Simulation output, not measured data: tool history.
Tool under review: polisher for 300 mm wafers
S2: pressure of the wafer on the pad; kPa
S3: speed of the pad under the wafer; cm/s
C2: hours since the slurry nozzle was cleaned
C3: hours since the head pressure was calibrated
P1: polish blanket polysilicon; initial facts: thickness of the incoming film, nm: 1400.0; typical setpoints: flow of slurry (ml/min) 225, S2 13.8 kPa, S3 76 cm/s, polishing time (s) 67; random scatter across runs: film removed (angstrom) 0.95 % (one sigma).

run 1 hour=12.6 | flow_of_slurry_(ml/min)=225 S2=13.8 S3=76 polishing_time_(s)=67 | wafers_polished_on_this_pad=843 C2=201.1 C3=342.6 | film_removed_(angstrom)=2649.9
run 2 hour=29.2 | flow_of_slurry_(ml/min)=135 S2=13.8 S3=76 polishing_time_(s)=67 | wafers_polished_on_this_pad=1007 C2=217.7 C3=359.2 | film_removed_(angstrom)=2466.8
run 3 hour=40.0 | flow_of_slurry_(ml/min)=225 S2=13.8 S3=76 polishing_time_(s)=67 | wafers_polished_on_this_pad=1114 C2=228.5 C3=370.0 | film_removed_(angstrom)=2635.5
run 4 hour=52.2 | flow_of_slurry_(ml/min)=355 S2=13.8 S3=76 polishing_time_(s)=67 | wafers_polished_on_this_pad=1235 C2=240.7 C3=382.2 | film_removed_(angstrom)=2802.4
run 5 hour=60.2 | flow_of_slurry_(ml/min)=135 S2=13.8 S3=76 polishing_time_(s)=83 | wafers_polished_on_this_pad=1314 C2=248.7 C3=390.2 | film_removed_(angstrom)=2983.0
run 6 hour=73.1 | flow_of_slurry_(ml/min)=225 S2=13.8 S3=76 polishing_time_(s)=67 | wafers_polished_on_this_pad=1442 C2=261.6 C3=403.1 | film_removed_(angstrom)=2586.9
run 7 hour=87.8 | flow_of_slurry_(ml/min)=225 S2=13.8 S3=76 polishing_time_(s)=100 | wafers_polished_on_this_pad=1588 C2=276.3 C3=417.8 | film_removed_(angstrom)=4022.9
run 8 hour=98.2 | flow_of_slurry_(ml/min)=225 S2=13.8 S3=76 polishing_time_(s)=67 | wafers_polished_on_this_pad=1691 C2=286.7 C3=428.2 | film_removed_(angstrom)=2677.4
run 9 hour=113.8 | flow_of_slurry_(ml/min)=225 S2=21.4 S3=76 polishing_time_(s)=67 | wafers_polished_on_this_pad=1846 C2=302.3 C3=443.8 | film_removed_(angstrom)=4127.0
run 10 hour=121.8 | flow_of_slurry_(ml/min)=225 S2=6.2 S3=76 polishing_time_(s)=67 | wafers_polished_on_this_pad=1925 C2=310.3 C3=451.8 | film_removed_(angstrom)=1197.0
run 11 hour=129.0 | flow_of_slurry_(ml/min)=225 S2=13.8 S3=116 polishing_time_(s)=67 | wafers_polished_on_this_pad=1996 C2=317.5 C3=459.0 | film_removed_(angstrom)=4025.2
run 12 hour=139.0 | flow_of_slurry_(ml/min)=225 S2=13.8 S3=54 polishing_time_(s)=67 | wafers_polished_on_this_pad=2095 C2=327.5 C3=469.0 | film_removed_(angstrom)=1881.2
run 13 hour=149.3 | flow_of_slurry_(ml/min)=225 S2=13.8 S3=76 polishing_time_(s)=43 | wafers_polished_on_this_pad=2197 C2=337.8 C3=479.3 | film_removed_(angstrom)=1681.6
-- hour=150.1 head pressure recalibrated
run 14 hour=159.9 | flow_of_slurry_(ml/min)=225 S2=13.8 S3=76 polishing_time_(s)=67 | wafers_polished_on_this_pad=2302 C2=348.4 C3=9.9 | film_removed_(angstrom)=2647.5
run 15 hour=173.7 | flow_of_slurry_(ml/min)=225 S2=13.8 S3=76 polishing_time_(s)=67 | wafers_polished_on_this_pad=2439 C2=362.2 C3=23.7 | film_removed_(angstrom)=2637.0
run 16 hour=187.7 | flow_of_slurry_(ml/min)=225 S2=13.8 S3=76 polishing_time_(s)=67 | wafers_polished_on_this_pad=2578 C2=376.2 C3=37.7 | film_removed_(angstrom)=2621.4
run 17 hour=202.3 | flow_of_slurry_(ml/min)=225 S2=13.8 S3=76 polishing_time_(s)=67 | wafers_polished_on_this_pad=2723 C2=390.8 C3=52.3 | film_removed_(angstrom)=2629.0
run 18 hour=213.3 | flow_of_slurry_(ml/min)=225 S2=13.8 S3=76 polishing_time_(s)=67 | wafers_polished_on_this_pad=2832 C2=401.8 C3=63.3 | film_removed_(angstrom)=2597.1
run 19 hour=222.3 | flow_of_slurry_(ml/min)=225 S2=13.8 S3=76 polishing_time_(s)=67 | wafers_polished_on_this_pad=2921 C2=410.8 C3=72.3 | film_removed_(angstrom)=2497.3
run 20 hour=231.8 | flow_of_slurry_(ml/min)=225 S2=13.8 S3=76 polishing_time_(s)=67 | wafers_polished_on_this_pad=3015 C2=420.3 C3=81.8 | film_removed_(angstrom)=2546.0
run 21 hour=241.0 | flow_of_slurry_(ml/min)=225 S2=13.8 S3=76 polishing_time_(s)=67 | wafers_polished_on_this_pad=3106 C2=429.5 C3=91.0 | film_removed_(angstrom)=2518.1
run 22 hour=257.1 | flow_of_slurry_(ml/min)=225 S2=13.8 S3=76 polishing_time_(s)=67 | wafers_polished_on_this_pad=3266 C2=445.6 C3=107.1 | film_removed_(angstrom)=2507.6
-- hour=259.5 head pressure recalibrated
run 23 hour=271.3 | flow_of_slurry_(ml/min)=225 S2=13.8 S3=76 polishing_time_(s)=67 | wafers_polished_on_this_pad=3406 C2=459.8 C3=11.8 | film_removed_(angstrom)=2520.6
run 24 hour=284.3 | flow_of_slurry_(ml/min)=225 S2=13.8 S3=76 polishing_time_(s)=67 | wafers_polished_on_this_pad=3535 C2=472.8 C3=24.8 | film_removed_(angstrom)=2526.6
run 25 hour=295.4 | flow_of_slurry_(ml/min)=225 S2=13.8 S3=76 polishing_time_(s)=67 | wafers_polished_on_this_pad=3645 C2=483.9 C3=35.9 | film_removed_(angstrom)=2496.1

What P1 gives has crept away from where it was. These 2 causes fit the log equally well, each at the size given:
A: removal rate lost through wear of the pad, % = 5.23
B: slurry flow missing at the pad, % = 31.7
The creep began at about hour 187.7.
The rest of the possible causes, and what rules out each one:
head's pressure below its setpoint, %: serviced at hour 259.5, which brought nothing back

Consider the 4 check runs below, whose results appear as question marks and each of which averages 5 wafers. Which one distinguishes the causes, in that each cause would give it a clearly different result?
run check 1 hour=306.5 | flow_of_slurry_(ml/min)=225 S2=13.8 S3=114 polishing_time_(s)=67 | film_removed_(angstrom)=?
run check 2 hour=306.5 | flow_of_slurry_(ml/min)=225 S2=9.0 S3=76 polishing_time_(s)=92 | film_removed_(angstrom)=?
run check 3 hour=306.5 | flow_of_slurry_(ml/min)=225 S2=13.8 S3=102 polishing_time_(s)=93 | film_removed_(angstrom)=?
run check 4 hour=306.5 | flow_of_slurry_(ml/min)=135 S2=13.8 S3=100 polishing_time_(s)=67 | film_removed_(angstrom)=?

Check results expected under each cause:
check=check_1 result=film_removed_(angstrom) if_A=3764.1 if_B=3763.6
check=check_2 result=film_removed_(angstrom) if_A=2239.7 if_B=2239.4
check=check_3 result=film_removed_(angstrom) if_A=4674.8 if_B=4674.2
check=check_4 result=film_removed_(angstrom) if_A=3057.3 if_B=2960.3
Minimum pairwise separation of causes per check, each pair taken at its best-separating result: check 1 0.01 %; check 2 0.01 %; check 3 0.01 %; check 4 3.23 %
Check 4 is the one run that separates the causes; every other check would come out nearly the same whichever cause is at work.

Check 4 was then run and gave: film removed (angstrom) 2958.0. Which cause is it?

B is the cause: slurry flow missing at the pad, %.

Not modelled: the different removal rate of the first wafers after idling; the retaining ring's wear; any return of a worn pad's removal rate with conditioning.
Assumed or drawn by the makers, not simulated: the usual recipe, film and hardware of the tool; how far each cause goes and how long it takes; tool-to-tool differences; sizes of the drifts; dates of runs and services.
